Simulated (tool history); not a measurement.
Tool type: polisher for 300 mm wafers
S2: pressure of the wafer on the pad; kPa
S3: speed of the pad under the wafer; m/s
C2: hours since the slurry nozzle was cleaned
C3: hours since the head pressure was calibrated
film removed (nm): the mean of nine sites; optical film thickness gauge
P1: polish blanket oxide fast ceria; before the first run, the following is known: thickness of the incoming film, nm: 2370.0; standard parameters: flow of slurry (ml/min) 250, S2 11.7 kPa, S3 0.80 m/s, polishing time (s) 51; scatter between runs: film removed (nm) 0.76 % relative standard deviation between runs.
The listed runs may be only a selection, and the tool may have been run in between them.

{"run": 1, "day": 0.471, "flow of slurry (ml/min)": 250, "S2": 11.7, "S3": 0.8, "polishing time (s)": 51, "wafers polished on this pad": 988, "C2": 374.3, "C3": 669.1, "film removed (nm)": 380.03}
{"run": 2, "day": 0.996, "flow of slurry (ml/min)": 250, "S2": 15.9, "S3": 0.8, "polishing time (s)": 37, "wafers polished on this pad": 1174, "C2": 386.9, "C3": 681.7, "film removed (nm)": 375.57}
{"run": 3, "day": 1.362, "flow of slurry (ml/min)": 250, "S2": 11.7, "S3": 0.8, "polishing time (s)": 51, "wafers polished on this pad": 1305, "C2": 395.7, "C3": 690.5, "film removed (nm)": 382.36}
{"run": 4, "day": 1.833, "flow of slurry (ml/min)": 250, "S2": 11.7, "S3": 0.8, "polishing time (s)": 51, "wafers polished on this pad": 1472, "C2": 407.0, "C3": 701.8, "film removed (nm)": 385.04}
{"run": 5, "day": 2.304, "flow of slurry (ml/min)": 250, "S2": 11.7, "S3": 0.5, "polishing time (s)": 51, "wafers polished on this pad": 1639, "C2": 418.3, "C3": 713.1, "film removed (nm)": 240.66}
{"run": 6, "day": 2.821, "flow of slurry (ml/min)": 250, "S2": 11.7, "S3": 0.8, "polishing time (s)": 74, "wafers polished on this pad": 1823, "C2": 430.7, "C3": 725.5, "film removed (nm)": 557.36}
{"day": 2.929, "done": "slurry nozzle cleaned"}
{"run": 7, "day": 3.283, "flow of slurry (ml/min)": 250, "S2": 11.7, "S3": 0.8, "polishing time (s)": 51, "wafers polished on this pad": 1988, "C2": 8.6, "C3": 736.6, "film removed (nm)": 384.34}
{"run": 8, "day": 3.621, "flow of slurry (ml/min)": 330, "S2": 11.7, "S3": 0.8, "polishing time (s)": 51, "wafers polished on this pad": 2108, "C2": 16.7, "C3": 744.7, "film removed (nm)": 389.54}
{"run": 9, "day": 4.092, "flow of slurry (ml/min)": 250, "S2": 18.6, "S3": 0.8, "polishing time (s)": 51, "wafers polished on this pad": 2275, "C2": 28.0, "C3": 756.0, "film removed (nm)": 609.09}
{"run": 10, "day": 4.458, "flow of slurry (ml/min)": 250, "S2": 11.7, "S3": 0.8, "polishing time (s)": 51, "wafers polished on this pad": 2405, "C2": 36.8, "C3": 764.8, "film removed (nm)": 383.78}
{"run": 11, "day": 4.825, "flow of slurry (ml/min)": 250, "S2": 11.7, "S3": 1.06, "polishing time (s)": 51, "wafers polished on this pad": 2536, "C2": 45.6, "C3": 773.6, "film removed (nm)": 506.4}
{"run": 12, "day": 5.092, "flow of slurry (ml/min)": 150, "S2": 11.7, "S3": 0.8, "polishing time (s)": 51, "wafers polished on this pad": 2630, "C2": 52.0, "C3": 780.0, "film removed (nm)": 357.9}
{"run": 13, "day": 5.525, "flow of slurry (ml/min)": 250, "S2": 11.7, "S3": 0.8, "polishing time (s)": 29, "wafers polished on this pad": 2784, "C2": 62.4, "C3": 790.4, "film removed (nm)": 219.61}
{"run": 14, "day": 6.042, "flow of slurry (ml/min)": 250, "S2": 7.6, "S3": 0.8, "polishing time (s)": 51, "wafers polished on this pad": 2968, "C2": 74.8, "C3": 802.8, "film removed (nm)": 244.21}
{"run": 15, "day": 6.35, "flow of slurry (ml/min)": 250, "S2": 11.7, "S3": 0.8, "polishing time (s)": 51, "wafers polished on this pad": 3078, "C2": 82.2, "C3": 810.2, "film removed (nm)": 386.99}
{"run": 16, "day": 6.767, "flow of slurry (ml/min)": 250, "S2": 11.7, "S3": 0.8, "polishing time (s)": 51, "wafers polished on this pad": 3226, "C2": 92.2, "C3": 820.2, "film removed (nm)": 373.13}
{"run": 17, "day": 7.142, "flow of slurry (ml/min)": 250, "S2": 11.7, "S3": 0.8, "polishing time (s)": 51, "wafers polished on this pad": 3359, "C2": 101.2, "C3": 829.2, "film removed (nm)": 375.78}
{"run": 18, "day": 7.462, "flow of slurry (ml/min)": 250, "S2": 11.7, "S3": 0.8, "polishing time (s)": 51, "wafers polished on this pad": 3473, "C2": 108.9, "C3": 836.9, "film removed (nm)": 375.43}
{"run": 19, "day": 7.917, "flow of slurry (ml/min)": 250, "S2": 11.7, "S3": 0.8, "polishing time (s)": 51, "wafers polished on this pad": 3635, "C2": 119.8, "C3": 847.8, "film removed (nm)": 367.05}
{"run": 20, "day": 8.35, "flow of slurry (ml/min)": 250, "S2": 11.7, "S3": 0.8, "polishing time (s)": 51, "wafers polished on this pad": 3789, "C2": 130.2, "C3": 858.2, "film removed (nm)": 361.81}
{"day": 8.508, "done": "worn pad replaced by a new one"}
{"run": 21, "day": 8.754, "flow of slurry (ml/min)": 250, "S2": 11.7, "S3": 0.8, "polishing time (s)": 51, "wafers polished on this pad": 88, "C2": 139.9, "C3": 867.9, "film removed (nm)": 367.73}
{"run": 22, "day": 9.242, "flow of slurry (ml/min)": 250, "S2": 11.7, "S3": 0.8, "polishing time (s)": 51, "wafers polished on this pad": 261, "C2": 151.6, "C3": 879.6, "film removed (nm)": 365.54}
{"run": 23, "day": 9.758, "flow of slurry (ml/min)": 250, "S2": 11.7, "S3": 0.8, "polishing time (s)": 51, "wafers polished on this pad": 445, "C2": 164.0, "C3": 892.0, "film removed (nm)": 361.62}
{"run": 24, "day": 10.171, "flow of slurry (ml/min)": 250, "S2": 11.7, "S3": 0.8, "polishing time (s)": 51, "wafers polished on this pad": 592, "C2": 173.9, "C3": 901.9, "film removed (nm)": 365.25}
{"run": 25, "day": 10.512, "flow of slurry (ml/min)": 250, "S2": 11.7, "S3": 0.8, "polishing time (s)": 51, "wafers polished on this pad": 713, "C2": 182.1, "C3": 910.1, "film removed (nm)": 368.76}
{"run": 26, "day": 10.904, "flow of slurry (ml/min)": 250, "S2": 11.7, "S3": 0.8, "polishing time (s)": 51, "wafers polished on this pad": 852, "C2": 191.5, "C3": 919.5, "film removed (nm)": 367.05}

The log shows P1 creeping away from where it was. Any of the 2 causes listed here, at the size stated for it, fits the log just as well as the others:
A: head's pressure below its setpoint, % = 5.33
B: slurry flow missing at the pad, % = 34
Onset of the creep was near day 6.350.
The rest of the possible causes, and what rules out each one:
removal rate lost through wear of the pad, %: work on it at day 8.508, done after the drift set in, did not restore what the process gave before

You are offered 4 check runs, listed below with question marks in place of their results; each one averages 3 wafers. Which run separates the listed causes by giving clearly different results for each?
{"run": "check 1", "day": 11.296, "flow of slurry (ml/min)": 150, "S2": 11.7, "S3": 0.8, "polishing time (s)": 51, "film removed (nm)": "?"}
{"run": "check 2", "day": 11.296, "flow of slurry (ml/min)": 250, "S2": 9.0, "S3": 0.8, "polishing time (s)": 72, "film removed (nm)": "?"}
{"run": "check 3", "day": 11.296, "flow of slurry (ml/min)": 250, "S2": 8.3, "S3": 0.8, "polishing time (s)": 51, "film removed (nm)": "?"}
{"run": "check 4", "day": 11.296, "flow of slurry (ml/min)": 250, "S2": 15.9, "S3": 0.8, "polishing time (s)": 51, "film removed (nm)": "?"}

Expected result of each check under each candidate cause:
check=check_1 result=film_removed_(nm) if_A=338.02 if_B=327.03
check=check_2 result=film_removed_(nm) if_A=391.66 if_B=391.64
check=check_3 result=film_removed_(nm) if_A=256.08 if_B=256.07
check=check_4 result=film_removed_(nm) if_A=490.83 if_B=490.80
Smallest distance between any two causes, each pair judged by its most separating result, in per cent: check 1 3.31 %; check 2 0.01 %; check 3 0.01 %; check 4 0.01 %
Of the check runs offered, only check 1 discriminates between the causes; the rest would read about the same regardless of which cause applies.

Then check 1 was run and gave: film removed (nm) 325.73. Which cause is it?

B is the cause: slurry flow missing at the pad, %.

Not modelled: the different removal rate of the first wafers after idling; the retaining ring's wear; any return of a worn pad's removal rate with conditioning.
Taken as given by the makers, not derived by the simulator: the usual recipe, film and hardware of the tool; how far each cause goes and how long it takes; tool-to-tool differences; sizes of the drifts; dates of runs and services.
